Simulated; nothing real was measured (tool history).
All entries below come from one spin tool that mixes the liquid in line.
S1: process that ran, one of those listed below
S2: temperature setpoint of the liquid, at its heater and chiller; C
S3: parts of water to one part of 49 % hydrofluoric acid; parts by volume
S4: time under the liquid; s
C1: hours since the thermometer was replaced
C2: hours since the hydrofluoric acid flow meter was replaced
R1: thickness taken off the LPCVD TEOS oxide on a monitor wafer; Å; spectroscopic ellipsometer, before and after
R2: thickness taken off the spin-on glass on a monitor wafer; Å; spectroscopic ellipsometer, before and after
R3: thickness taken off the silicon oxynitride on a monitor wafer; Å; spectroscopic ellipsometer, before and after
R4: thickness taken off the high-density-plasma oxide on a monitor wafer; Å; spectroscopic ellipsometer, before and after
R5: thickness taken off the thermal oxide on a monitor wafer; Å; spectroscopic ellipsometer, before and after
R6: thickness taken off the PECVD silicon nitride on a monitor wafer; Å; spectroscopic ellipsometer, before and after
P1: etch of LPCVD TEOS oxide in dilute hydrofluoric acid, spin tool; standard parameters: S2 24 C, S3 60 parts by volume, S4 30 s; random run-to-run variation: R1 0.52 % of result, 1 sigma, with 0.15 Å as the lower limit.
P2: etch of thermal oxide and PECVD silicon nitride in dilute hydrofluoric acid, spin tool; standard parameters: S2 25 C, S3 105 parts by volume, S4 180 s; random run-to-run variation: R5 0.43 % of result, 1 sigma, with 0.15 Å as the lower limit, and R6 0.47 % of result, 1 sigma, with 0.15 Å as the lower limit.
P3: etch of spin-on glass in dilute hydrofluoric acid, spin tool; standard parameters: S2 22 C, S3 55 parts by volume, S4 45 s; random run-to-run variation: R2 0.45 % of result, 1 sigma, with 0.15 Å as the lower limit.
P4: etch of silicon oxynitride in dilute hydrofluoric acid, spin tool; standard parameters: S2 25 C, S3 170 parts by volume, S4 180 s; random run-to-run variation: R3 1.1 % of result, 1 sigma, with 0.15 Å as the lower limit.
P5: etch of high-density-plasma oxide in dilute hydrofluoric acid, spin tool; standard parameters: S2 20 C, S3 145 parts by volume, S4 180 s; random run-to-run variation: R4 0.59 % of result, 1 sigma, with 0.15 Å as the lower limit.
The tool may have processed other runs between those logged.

run	day	S1	S2	S3	S4	C1	C2	R1	R2	R3	R4	R5	R6
1	0.462	P1	24	60	30	908.7	347.2	175.16					
2	0.904	P3	22	55	45	919.3	357.8		221.85				
3	1.146	P4	25	170	70	925.1	363.6			8.7697			
4	1.492	P1	29.5	85	30	933.4	371.9	149.62					
5	1.9	P5	20	145	180	943.2	381.7				56.518		
6	2.333	P5	20	45	180	953.6	392.1				201.98		
7	2.738	P2	25	165	180	963.3	401.8					46.739	45.17
8	3.171	P4	17.5	170	180	973.7	412.2			15.43			
9	3.45	P2	20	105	180	980.4	418.9					64.849	51.273
10	3.883	P3	22	55	15	990.8	429.3		75.29				
11	4.262	P1	17.5	85	30	999.9	438.4	92.8					
12	4.742	P1	24	60	30	1011.4	449.9	174.86					
13	5.054	P3	29	55	45	1018.9	457.4		299.52				
14	5.379	P1	24	60	30	1026.7	465.2	177					
15	5.883	P5	20	145	95	1038.8	477.3				29.628		
16	6.288	P1	24	60	30	1048.5	487	175.54					
17	6.558	P1	24	100	30	1055	493.5	100.29					
18	6.929	P1	24	60	60	1063.9	502.4	353.5					
19	7.392	P1	18	60	30	1075	513.5	137.19					
20	7.867	P1	24	60	30	1086.4	524.9	176.25					
21	8.192	P1	27.5	60	30	1094.2	532.7	204.87					
22	8.462	P4	25	170	180	1100.7	539.2			21.872			
23	8.696	P2	25	105	180	1106.3	544.8					79.785	71.401
24	9.042	P3	22	35	45	1114.6	553.1		360.82				
25	9.425	P1	24	20	30	1123.8	562.3	559.93					
26	9.75	P1	24	60	15	1131.6	570.1	89					
27	9.967	P4	25	270	180	1136.8	575.3			12.751			
28	10.354	P2	25	105	335	1146.1	584.6					148.78	133.38
29	10.633	P5	17	145	180	1152.8	591.3				50.018		
30	10.908	P1	24	60	30	1159.4	597.9	176.25					
31	11.275	P1	24	60	30	1168.2	606.7	174.53					
32	11.604	P1	24	60	30	1176.1	614.6	170.21					
33	12.004	P1	24	60	30	1185.7	624.2	169.11					
34	12.492	P1	24	60	30	1197.4	635.9	165.99					
35	12.792	P1	24	60	30	1204.6	643.1	164.9					
36	13.075	P1	24	60	30	1211.4	649.9	165.58					
37	13.529	P1	24	60	30	1222.3	660.8	162.11					
38	13.788	P1	24	60	30	1228.5	667	163.4					
39	14.117	P1	24	60	30	1236.4	674.9	163.99					
40	14.404	P1	24	60	30	1243.3	681.8	163.42					
41	14.879	P1	24	60	30	1254.7	693.2	163.41					

What P1 gives has crept off from where it sat before. The 2 causes that follow fit the log equally well, each at the size noted:
A: hydrofluoric acid flow below the setpoint (%) = 7
B: liquid colder than its thermometer reads (K) = 1.91
At approximately day 10.908, the process output began to creep.

4 check runs are offered, one wafer each, their results left as question marks. Which one tells the causes apart?
check 1	15.354	P3	22	55	45				?				
check 2	15.354	P5	20	145	180						?		
check 3	15.354	P4	25	170	180					?			
check 4	15.354	P2	25	105	180							?	?

If the cause were each of the candidates in turn, the checks would give the following:
check	result	if A	if B
check 1	R2	207.26	206.76
check 2	R4	52.085	52.448
check 3	R3	20.3	20.223
check 4	R5	73.191	73.703
check 4	R6	66.579	63.1
Gap, in per cent, between the two causes that each check separates least, read from the result that separates them most: check 1 0.24 %; check 2 0.69 %; check 3 0.38 %; check 4 5.37 %
The other checks would show nearly matching results whichever cause is true, so check 4 is the only one that separates the causes.

Check 4 has now been run. It gave: R5 72.818 Å; R6 66.924 Å. Which of the candidate causes is it?

It was cause A: hydrofluoric acid flow below the setpoint (%).
